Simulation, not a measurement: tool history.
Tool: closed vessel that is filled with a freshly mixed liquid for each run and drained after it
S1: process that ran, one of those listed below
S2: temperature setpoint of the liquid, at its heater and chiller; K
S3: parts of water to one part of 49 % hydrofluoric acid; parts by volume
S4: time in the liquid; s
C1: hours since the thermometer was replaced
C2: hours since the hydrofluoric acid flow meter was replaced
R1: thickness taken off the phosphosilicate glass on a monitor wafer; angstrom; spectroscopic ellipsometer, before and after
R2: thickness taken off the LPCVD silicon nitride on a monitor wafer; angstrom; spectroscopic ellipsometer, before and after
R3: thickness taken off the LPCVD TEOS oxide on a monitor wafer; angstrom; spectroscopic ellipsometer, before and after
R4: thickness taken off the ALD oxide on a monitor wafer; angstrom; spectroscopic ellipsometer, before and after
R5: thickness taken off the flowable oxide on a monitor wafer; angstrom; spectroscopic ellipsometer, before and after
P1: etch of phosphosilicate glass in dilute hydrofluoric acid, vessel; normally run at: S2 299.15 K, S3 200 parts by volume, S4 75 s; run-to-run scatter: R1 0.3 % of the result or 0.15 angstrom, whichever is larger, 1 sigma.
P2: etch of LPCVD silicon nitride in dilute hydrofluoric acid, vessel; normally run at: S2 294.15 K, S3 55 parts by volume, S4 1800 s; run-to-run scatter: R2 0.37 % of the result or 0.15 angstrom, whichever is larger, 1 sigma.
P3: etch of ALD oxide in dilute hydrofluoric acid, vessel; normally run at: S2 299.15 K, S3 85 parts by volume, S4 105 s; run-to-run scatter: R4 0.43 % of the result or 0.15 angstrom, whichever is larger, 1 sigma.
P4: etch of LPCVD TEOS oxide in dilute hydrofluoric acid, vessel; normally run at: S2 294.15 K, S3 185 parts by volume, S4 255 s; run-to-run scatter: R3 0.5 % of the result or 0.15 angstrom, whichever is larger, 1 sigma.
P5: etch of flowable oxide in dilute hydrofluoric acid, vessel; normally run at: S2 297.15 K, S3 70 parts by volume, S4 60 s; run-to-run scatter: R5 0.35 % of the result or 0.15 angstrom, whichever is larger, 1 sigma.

| run | hour | S1 | S2 | S3 | S4 | C1 | C2 | R1 | R2 | R3 | R4 | R5 |
|---|---|---|---|---|---|---|---|---|---|---|---|---|
| 1 | 3.7 | P1 | 299.15 | 200 | 75 | 376.6 | 722.3 | 459.71 |  |  |  |  |
| 2 | 7.8 | P2 | 294.15 | 55 | 1800 | 380.7 | 726.4 |  | 125.31 |  |  |  |
| 3 | 11.9 | P4 | 294.15 | 185 | 255 | 384.8 | 730.5 |  |  | 214.30 |  |  |
| 4 | 14.3 | P4 | 294.15 | 60 | 255 | 387.2 | 732.9 |  |  | 763.74 |  |  |
| 5 | 17.0 | P3 | 299.15 | 135 | 105 | 389.9 | 735.6 |  |  |  | 114.98 |  |
| 6 | 22.0 | P5 | 297.15 | 70 | 30 | 394.9 | 740.6 |  |  |  |  | 150.48 |
| 7 | 24.6 | P5 | 297.15 | 70 | 60 | 397.5 | 743.2 |  |  |  |  | 299.52 |
| 8 | 29.4 | P2 | 301.15 | 55 | 1800 | 402.3 | 748.0 |  | 200.93 |  |  |  |
| 9 | 34.8 | P1 | 299.15 | 200 | 30 | 407.7 | 753.4 | 183.61 |  |  |  |  |
| 10 | 38.2 | P2 | 294.15 | 20 | 1800 | 411.1 | 756.8 |  | 335.89 |  |  |  |
| 11 | 40.8 | P4 | 294.15 | 185 | 395 | 413.7 | 759.4 |  |  | 333.42 |  |  |
|  | 44.6 | thermometer replaced |
| 12 | 46.1 | P5 | 292.15 | 70 | 60 | 1.5 | 764.7 |  |  |  |  | 243.32 |
| 13 | 49.4 | P1 | 299.15 | 200 | 75 | 4.8 | 768.0 | 460.62 |  |  |  |  |
| 14 | 54.8 | P5 | 297.15 | 120 | 60 | 10.2 | 773.4 |  |  |  |  | 163.72 |
| 15 | 58.2 | P3 | 306.15 | 85 | 105 | 13.6 | 776.8 |  |  |  | 251.61 |  |
| 16 | 62.0 | P1 | 294.65 | 200 | 75 | 17.4 | 780.6 | 389.60 |  |  |  |  |
| 17 | 64.6 | P1 | 299.15 | 350 | 75 | 20.0 | 783.2 | 225.08 |  |  |  |  |
| 18 | 68.6 | P1 | 299.15 | 200 | 75 | 24.0 | 787.2 | 463.26 |  |  |  |  |
| 19 | 73.0 | P1 | 299.15 | 115 | 140 | 28.4 | 791.6 | 1654.90 |  |  |  |  |
| 20 | 77.3 | P1 | 303.65 | 200 | 75 | 32.7 | 795.9 | 541.16 |  |  |  |  |
| 21 | 80.0 | P4 | 290.15 | 185 | 255 | 35.4 | 798.6 |  |  | 183.51 |  |  |

Forecast run 22:
| 22 | 83.1 | P1 | 299.15 | 200 | 75 | 38.5 | 801.7 | ? |  |  |  |  |

{"run 22": {"R1": 459.88}}
